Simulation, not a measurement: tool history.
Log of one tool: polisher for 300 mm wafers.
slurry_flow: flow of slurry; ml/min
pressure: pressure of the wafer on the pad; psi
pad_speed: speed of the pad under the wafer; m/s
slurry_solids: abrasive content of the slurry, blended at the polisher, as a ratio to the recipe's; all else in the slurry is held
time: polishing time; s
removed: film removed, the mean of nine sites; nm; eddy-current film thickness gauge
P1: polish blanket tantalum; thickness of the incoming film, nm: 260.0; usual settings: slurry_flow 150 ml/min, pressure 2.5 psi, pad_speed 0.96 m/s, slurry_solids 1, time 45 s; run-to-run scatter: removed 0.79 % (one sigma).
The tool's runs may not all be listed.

run    day  slurry_flow  pressure  pad_speed  slurry_solids  time  wafers polished on this pad  hours since the slurry nozzle was cleaned  hours since the head pressure was calibrated  hours since the slurry blender was calibrated  removed
  1  0.442          150       2.5       0.96              1    45                         1176                                      294.7                                         202.2                                           73.7   86.095
  2  0.775          150       2.5       0.96           1.45    45                         1249                                      302.7                                         210.2                                           81.7    93.48
  3  1.242          150       2.5       0.48              1    45                         1352                                      313.9                                         221.4                                           92.9   43.783
  4  1.862          150       3.2       0.96              1    64                         1488                                      328.8                                         236.3                                          107.8   157.66
  5  2.212          150       2.5       1.48              1    45                         1564                                      337.2                                         244.7                                          116.2   130.71
  6  2.533           90       2.5       0.96              1    45                         1635                                      344.9                                         252.4                                          123.9   76.448
  7  3.079          150       2.5       0.96              1    45                         1754                                        358                                         265.5                                            137   87.395
  8  3.679          150       1.2       0.96              1    45                         1886                                      372.4                                         279.9                                          151.4   41.419
  9  3.979          150       2.5       0.96              1    68                         1951                                      379.6                                         287.1                                          158.6    131.3
 10   4.35          150       3.9       0.96              1    45                         2033                                      388.5                                           296                                          167.5   134.94
 11  4.975          150       2.5       0.96              1    45                         2170                                      403.5                                           311                                          182.5   85.724
 12  5.512          150       2.5       0.96            0.6    45                         2287                                      416.4                                         323.9                                          195.4   72.113
 13  5.979          150       2.5       0.96              1    45                         2390                                      427.6                                         335.1                                          206.6   87.056
 14  6.521          150       2.5       0.96              1    20                         2508                                      440.6                                         348.1                                          219.6   37.958
 15  6.862          150       2.5       0.96              1    45                         2583                                      448.8                                         356.3                                          227.8     86.1
 16  7.208          190       2.5       0.96              1    45                         2659                                      457.1                                         364.6                                          236.1   89.272

Forecast run 17:
 17  7.667          150       2.5       0.96              1    45                         2759                                      468.1                                         375.6                                          247.1        ?

{"run 17": {"removed": 87.387}}

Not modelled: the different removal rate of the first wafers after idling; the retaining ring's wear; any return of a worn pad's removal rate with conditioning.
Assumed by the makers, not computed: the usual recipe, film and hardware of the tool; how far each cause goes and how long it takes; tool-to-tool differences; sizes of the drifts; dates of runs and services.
